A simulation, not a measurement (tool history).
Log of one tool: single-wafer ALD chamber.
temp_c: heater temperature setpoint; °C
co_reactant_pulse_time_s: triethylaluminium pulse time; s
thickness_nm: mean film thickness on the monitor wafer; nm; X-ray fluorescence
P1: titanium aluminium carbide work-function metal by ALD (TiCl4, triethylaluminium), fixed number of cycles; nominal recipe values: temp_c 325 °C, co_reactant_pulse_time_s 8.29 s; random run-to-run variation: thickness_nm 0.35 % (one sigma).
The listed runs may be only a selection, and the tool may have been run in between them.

run	day	temp_c	co_reactant_pulse_time_s	hours since the last thermocouple change	hours since the last triethylaluminium bottle change	thickness_nm
1	0.654	325	8.29	661.7	286.3	2.1682
2	1.133	325	3.26	673.2	297.8	1.5439
3	1.617	325	8.29	684.8	309.4	2.1659
4	2.058	325	12.48	695.4	320	2.2587
5	2.562	325	8.29	707.5	332.1	2.1461
6	2.867	345	13.11	714.8	339.4	2.4468
7	3.333	305	8.29	726	350.6	1.9986
8	3.729	325	8.29	735.5	360.1	2.1644
9	4.188	310	4.86	746.5	371.1	1.7452
10	4.5	325	8.29	754	378.6	2.146
11	5.058	349	8.29	767.4	392	2.3727
12	5.542	325	8.29	779	403.6	2.1623
13	6.021	340	5.93	790.5	415.1	2.1232
14	6.654	325	8.29	805.7	430.3	2.1522
15	7.162	325	8.29	817.9	442.5	2.1583
16	7.692	325	8.29	830.6	455.2	2.1402
17	8.312	325	8.29	845.5	470.1	2.1296
18	8.821	325	8.29	857.7	482.3	2.1371
19	9.346	325	8.29	870.3	494.9	2.1114
20	9.662	325	8.29	877.9	502.5	2.1222
21	10.021	325	8.29	886.5	511.1	2.1099
22	10.696	325	8.29	902.7	527.3	2.1225
23	11.342	325	8.29	918.2	542.8	2.1274
24	11.996	325	8.29	933.9	558.5	2.1212

The output of P1 has drifted from where it used to be. Each of the 2 causes below, taken at the size shown beside it, accounts for the log equally well:
A: triethylaluminium dose below that of a fresh bottle (%) = 9.3
B: wafer temperature below the value expected at the setpoint (K) = 4.65
Creep in the process output first set in at about day 6.654.

Each of the check runs listed below is run on 2 wafers and reports their average, with the results left as question marks. Pick the one under which the possible causes would lead to clearly different results.
check 1	12.65	310	8.29			?
check 2	12.65	335	4.59			?
check 3	12.65	336	8.29			?
check 4	12.65	344	8.29			?

How each check would come out, cause by cause:
check	result	if A	if B
check 1	thickness_nm	1.9921	1.9901
check 2	thickness_nm	1.8144	1.858
check 3	thickness_nm	2.2114	2.2129
check 4	thickness_nm	2.2796	2.2822
Smallest distance between any two causes, each pair judged by its most separating result, in per cent: check 1 0.1 %; check 2 2.38 %; check 3 0.07 %; check 4 0.11 %
The causes can be told apart only by check 2. The other checks would give nearly the same results under each of them.

After running check 2, the following was obtained: thickness_nm 1.8508 nm. Which cause does this point to?

The correct cause is B, namely: wafer temperature below the value expected at the setpoint (K).

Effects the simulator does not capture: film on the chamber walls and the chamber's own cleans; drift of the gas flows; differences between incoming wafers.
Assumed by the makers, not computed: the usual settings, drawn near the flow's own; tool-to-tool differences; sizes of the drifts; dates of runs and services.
